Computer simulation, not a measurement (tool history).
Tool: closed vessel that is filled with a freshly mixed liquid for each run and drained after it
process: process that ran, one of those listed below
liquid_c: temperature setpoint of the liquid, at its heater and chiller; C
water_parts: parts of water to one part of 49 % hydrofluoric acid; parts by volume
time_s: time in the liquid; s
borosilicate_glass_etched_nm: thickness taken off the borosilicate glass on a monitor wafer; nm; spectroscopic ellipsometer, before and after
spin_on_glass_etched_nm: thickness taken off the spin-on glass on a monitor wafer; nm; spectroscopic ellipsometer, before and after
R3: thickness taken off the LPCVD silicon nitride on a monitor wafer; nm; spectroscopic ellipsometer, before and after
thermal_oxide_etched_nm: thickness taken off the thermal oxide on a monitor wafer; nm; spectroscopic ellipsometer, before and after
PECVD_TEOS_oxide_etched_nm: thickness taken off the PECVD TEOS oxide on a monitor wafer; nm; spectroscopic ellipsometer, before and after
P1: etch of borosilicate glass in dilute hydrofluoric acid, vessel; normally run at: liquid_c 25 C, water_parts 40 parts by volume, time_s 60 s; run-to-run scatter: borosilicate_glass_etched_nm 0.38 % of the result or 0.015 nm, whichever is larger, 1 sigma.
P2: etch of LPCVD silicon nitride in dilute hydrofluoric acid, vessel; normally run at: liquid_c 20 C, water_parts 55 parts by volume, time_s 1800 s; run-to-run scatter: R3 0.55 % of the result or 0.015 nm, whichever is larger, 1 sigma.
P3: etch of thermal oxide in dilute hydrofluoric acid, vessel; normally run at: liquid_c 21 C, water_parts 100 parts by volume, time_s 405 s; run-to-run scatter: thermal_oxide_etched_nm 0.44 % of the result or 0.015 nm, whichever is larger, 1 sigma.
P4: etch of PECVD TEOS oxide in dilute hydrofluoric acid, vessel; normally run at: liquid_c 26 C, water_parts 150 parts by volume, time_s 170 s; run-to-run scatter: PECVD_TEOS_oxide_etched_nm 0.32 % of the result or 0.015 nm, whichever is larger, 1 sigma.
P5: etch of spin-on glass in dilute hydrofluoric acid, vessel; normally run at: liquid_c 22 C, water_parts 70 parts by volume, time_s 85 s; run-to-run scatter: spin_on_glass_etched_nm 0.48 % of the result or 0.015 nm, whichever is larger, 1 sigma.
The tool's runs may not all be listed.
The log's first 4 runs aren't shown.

{"run": 5, "day": 2.817, "process": "P1", "liquid_c": 25, "water_parts": 40, "time_s": 60, "borosilicate_glass_etched_nm": 39.882}
{"run": 6, "day": 3.221, "process": "P1", "liquid_c": 25, "water_parts": 70, "time_s": 60, "borosilicate_glass_etched_nm": 21.841}
{"run": 7, "day": 3.638, "process": "P3", "liquid_c": 21, "water_parts": 100, "time_s": 405, "thermal_oxide_etched_nm": 17.389}
{"run": 8, "day": 4.062, "process": "P1", "liquid_c": 25, "water_parts": 40, "time_s": 60, "borosilicate_glass_etched_nm": 40.101}
{"run": 9, "day": 4.821, "process": "P3", "liquid_c": 21, "water_parts": 35, "time_s": 405, "thermal_oxide_etched_nm": 53.269}
{"run": 10, "day": 5.538, "process": "P4", "liquid_c": 26, "water_parts": 150, "time_s": 30, "PECVD_TEOS_oxide_etched_nm": 2.7652}
{"run": 11, "day": 6.079, "process": "P2", "liquid_c": 17, "water_parts": 55, "time_s": 1800, "R3": 12.045}
{"run": 12, "day": 6.583, "process": "P1", "liquid_c": 32, "water_parts": 40, "time_s": 110, "borosilicate_glass_etched_nm": 97.192}
{"run": 13, "day": 7.175, "process": "P3", "liquid_c": 21, "water_parts": 100, "time_s": 40, "thermal_oxide_etched_nm": 1.7214}
{"run": 14, "day": 7.75, "process": "P4", "liquid_c": 21.5, "water_parts": 150, "time_s": 170, "PECVD_TEOS_oxide_etched_nm": 13.283}
{"run": 15, "day": 8.454, "process": "P2", "liquid_c": 20, "water_parts": 55, "time_s": 2660, "R3": 22.018}
{"run": 16, "day": 9.121, "process": "P3", "liquid_c": 21, "water_parts": 100, "time_s": 405, "thermal_oxide_etched_nm": 17.392}
{"run": 17, "day": 9.617, "process": "P5", "liquid_c": 22, "water_parts": 70, "time_s": 85, "spin_on_glass_etched_nm": 23.21}
{"run": 18, "day": 10.354, "process": "P4", "liquid_c": 26, "water_parts": 150, "time_s": 170, "PECVD_TEOS_oxide_etched_nm": 15.645}
{"run": 19, "day": 10.825, "process": "P1", "liquid_c": 20, "water_parts": 40, "time_s": 60, "borosilicate_glass_etched_nm": 32.203}
{"run": 20, "day": 11.483, "process": "P5", "liquid_c": 22, "water_parts": 70, "time_s": 85, "spin_on_glass_etched_nm": 23.184}
{"run": 21, "day": 11.933, "process": "P2", "liquid_c": 20, "water_parts": 55, "time_s": 1800, "R3": 15.009}
{"run": 22, "day": 12.55, "process": "P5", "liquid_c": 22, "water_parts": 70, "time_s": 40, "spin_on_glass_etched_nm": 10.933}
{"run": 23, "day": 13.033, "process": "P1", "liquid_c": 25, "water_parts": 20, "time_s": 110, "borosilicate_glass_etched_nm": 149.84}
{"run": 24, "day": 13.421, "process": "P1", "liquid_c": 31.5, "water_parts": 40, "time_s": 60, "borosilicate_glass_etched_nm": 51.45}
{"run": 25, "day": 13.838, "process": "P5", "liquid_c": 22, "water_parts": 25, "time_s": 85, "spin_on_glass_etched_nm": 68.981}
{"day": 14.317, "done": "hydrofluoric acid flow meter replaced"}
{"run": 26, "day": 14.425, "process": "P1", "liquid_c": 25, "water_parts": 40, "time_s": 30, "borosilicate_glass_etched_nm": 19.907}
{"run": 27, "day": 14.917, "process": "P1", "liquid_c": 25, "water_parts": 40, "time_s": 60, "borosilicate_glass_etched_nm": 39.896}
{"run": 28, "day": 15.271, "process": "P4", "liquid_c": 26, "water_parts": 220, "time_s": 170, "PECVD_TEOS_oxide_etched_nm": 9.8654}

Run 29 comes next. What will it give?
{"run": 29, "day": 15.917, "process": "P2", "liquid_c": 20, "water_parts": 85, "time_s": 1800, "R3": "?"}

Run 29 gave R3 9.7584 nm.

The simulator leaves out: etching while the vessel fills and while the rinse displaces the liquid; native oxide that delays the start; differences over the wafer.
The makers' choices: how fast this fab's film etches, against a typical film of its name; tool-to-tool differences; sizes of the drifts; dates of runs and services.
